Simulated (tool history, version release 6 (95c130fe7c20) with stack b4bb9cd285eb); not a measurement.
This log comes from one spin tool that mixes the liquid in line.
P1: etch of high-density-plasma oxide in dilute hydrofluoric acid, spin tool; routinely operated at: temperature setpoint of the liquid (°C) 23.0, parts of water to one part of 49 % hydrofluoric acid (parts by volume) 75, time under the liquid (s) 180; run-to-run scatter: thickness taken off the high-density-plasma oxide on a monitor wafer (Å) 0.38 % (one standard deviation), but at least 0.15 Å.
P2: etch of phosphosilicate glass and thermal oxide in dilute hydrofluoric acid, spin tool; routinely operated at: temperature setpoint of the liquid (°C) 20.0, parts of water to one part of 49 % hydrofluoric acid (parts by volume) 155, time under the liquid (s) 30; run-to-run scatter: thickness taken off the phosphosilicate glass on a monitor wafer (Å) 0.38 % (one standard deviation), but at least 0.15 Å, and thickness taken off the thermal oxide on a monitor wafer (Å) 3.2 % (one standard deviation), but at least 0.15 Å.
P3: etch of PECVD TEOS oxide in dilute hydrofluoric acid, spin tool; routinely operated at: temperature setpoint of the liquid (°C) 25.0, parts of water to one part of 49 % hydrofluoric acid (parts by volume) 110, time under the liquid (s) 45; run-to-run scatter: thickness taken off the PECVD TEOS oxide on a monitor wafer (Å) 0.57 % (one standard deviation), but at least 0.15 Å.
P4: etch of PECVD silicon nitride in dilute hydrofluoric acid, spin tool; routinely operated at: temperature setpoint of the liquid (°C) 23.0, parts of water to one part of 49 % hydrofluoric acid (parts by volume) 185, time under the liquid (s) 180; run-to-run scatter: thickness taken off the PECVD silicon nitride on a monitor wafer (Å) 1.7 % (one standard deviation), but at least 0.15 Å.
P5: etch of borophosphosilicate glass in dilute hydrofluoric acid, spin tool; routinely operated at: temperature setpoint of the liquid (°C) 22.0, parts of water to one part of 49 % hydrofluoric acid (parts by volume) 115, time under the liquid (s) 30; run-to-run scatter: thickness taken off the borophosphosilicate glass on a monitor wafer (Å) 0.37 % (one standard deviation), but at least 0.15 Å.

run   hour  process that ran  temperature setpoint of the liquid (°C)  parts of water to one part of 49 % hydrofluoric acid (parts by volume)  time under the liquid (s)  hours since the thermometer was replaced  hours since the hydrofluoric acid flow meter was replaced  thickness taken off the high-density-plasma oxide on a monitor wafer (Å)  thickness taken off the PECVD TEOS oxide on a monitor wafer (Å)  thickness taken off the PECVD silicon nitride on a monitor wafer (Å)  thickness taken off the phosphosilicate glass on a monitor wafer (Å)  thickness taken off the thermal oxide on a monitor wafer (Å)  thickness taken off the borophosphosilicate glass on a monitor wafer (Å)
  1    6.3                P1                                     23.0                                                                      75                        180                                     117.9                                                      888.7                                                                   134.710
  2   13.7                P3                                     25.0                                                                     110                         45                                     125.3                                                      896.1                                                                                                                                     69.009
  3   23.1                P3                                     25.0                                                                      50                         45                                     134.7                                                      905.5                                                                                                                                    164.520
  4   28.0                P1                                     23.0                                                                      75                        180                                     139.6                                                      910.4                                                                   135.130
  5   34.8                P4                                     23.0                                                                     185                         25                                     146.4                                                      917.2                                                                                                                                                                                                           2.2824
  6   44.7                P2                                     20.0                                                                     155                         30                                     156.3                                                      927.1                                                                                                                                                                                                                                                                                 302.64                                                        7.2885
  7   51.8                P1                                     23.0                                                                      75                        345                                     163.4                                                      934.2                                                                   258.350
  8   57.2                P2                                     20.0                                                                     155                         55                                     168.8                                                      939.6                                                                                                                                                                                                                                                                                 553.93                                                       13.3670
  9   62.5                P1                                     23.0                                                                     125                        180                                     174.1                                                      944.9                                                                    76.226
 10   67.5                P1                                     23.0                                                                      75                        180                                     179.1                                                      949.9                                                                   134.280
 11   76.2                P3                                     25.0                                                                     110                         75                                     187.8                                                      958.6                                                                                                                                    116.370
 12   84.7                P2                                     20.0                                                                     155                         30                                     196.3                                                      967.1                                                                                                                                                                                                                                                                                 305.38                                                        7.3059
 13   89.9                P1                                     17.5                                                                      75                        315                                     201.5                                                      972.3                                                                   187.970
 14   99.1                P2                                     20.0                                                                     260                         30                                     210.7                                                      981.5                                                                                                                                                                                                                                                                                 163.58                                                        3.9091
 15  105.7                P1                                     17.0                                                                      75                        180                                     217.3                                                      988.1                                                                   105.160
 16  115.8                P5                                     22.0                                                                      40                         30                                     227.4                                                      998.2                                                                                                                                                                                                                                                                                                                                                                                                                         562.35
 17  121.6                P1                                     23.0                                                                      75                        180                                     233.2                                                     1004.0                                                                   134.250
 18  128.1                P1                                     28.5                                                                      75                        180                                     239.7                                                     1010.5                                                                   167.470
 19  136.4                P2                                     17.0                                                                     155                         30                                     248.0                                                     1018.8                                                                                                                                                                                                                                                                                 267.74                                                        6.6116
 20  141.1                P1                                     23.0                                                                      75                         25                                     252.7                                                     1023.5                                                                    18.704
 21  148.8                P4                                     23.0                                                                     185                        180                                     260.4                                                     1031.2                                                                                                                                                                                                          16.6530
 22  154.2                P4                                     23.0                                                                     185                        180                                     265.8                                                     1036.6                                                                                                                                                                                                          16.8300
 23  161.3                P3                                     20.0                                                                     110                         45                                     272.9                                                     1043.7                                                                                                                                     57.167
 24  171.0                P5                                     17.0                                                                     115                         30                                     282.6                                                     1053.4                                                                                                                                                                                                                                                                                                                                                                                                                         145.94
 25  175.6                P1                                     23.0                                                                      20                        180                                     287.2                                                     1058.0                                                                   542.120
 26  180.8                P5                                     22.0                                                                     115                         30                                     292.4                                                     1063.2                                                                                                                                                                                                                                                                                                                                                                                                                         179.11
 27  189.5                P1                                     23.0                                                                      75                        180                                     301.1                                                     1071.9                                                                   133.980
 28  197.5                P4                                     27.0                                                                     185                        180                                     309.1                                                     1079.9                                                                                                                                                                                                          21.6970
 29  204.0                P4                                     23.0                                                                      35                        180                                     315.6                                                     1086.4                                                                                                                                                                                                          87.3160
 30  209.5                P5                                     22.0                                                                     115                         60                                     321.1                                                     1091.9                                                                                                                                                                                                                                                                                                                                                                                                                         358.21
 31  216.3                P1                                     23.0                                                                      75                        180                                     327.9                                                     1098.7                                                                   134.590
 32  221.2                P1                                     23.0                                                                      75                        180                                     332.8                                                     1103.6                                                                   132.340
 33  229.3                P1                                     23.0                                                                      75                        180                                     340.9                                                     1111.7                                                                   127.610
 34  238.0                P1                                     23.0                                                                      75                        180                                     349.6                                                     1120.4                                                                   125.680
 35  246.7                P1                                     23.0                                                                      75                        180                                     358.3                                                     1129.1                                                                   125.560
 36  254.2                P1                                     23.0                                                                      75                        180                                     365.8                                                     1136.6                                                                   123.880
 37  260.7                P1                                     23.0                                                                      75                        180                                     372.3                                                     1143.1                                                                   124.030
 38  269.6                P1                                     23.0                                                                      75                        180                                     381.2                                                     1152.0                                                                   122.810

Forecast run 39:
 39  279.9                P1                                     23.0                                                                      75                        180                                     391.5                                                     1162.3                                                                         ?

Logged for run 39: thickness taken off the high-density-plasma oxide on a monitor wafer (Å) 123.800.
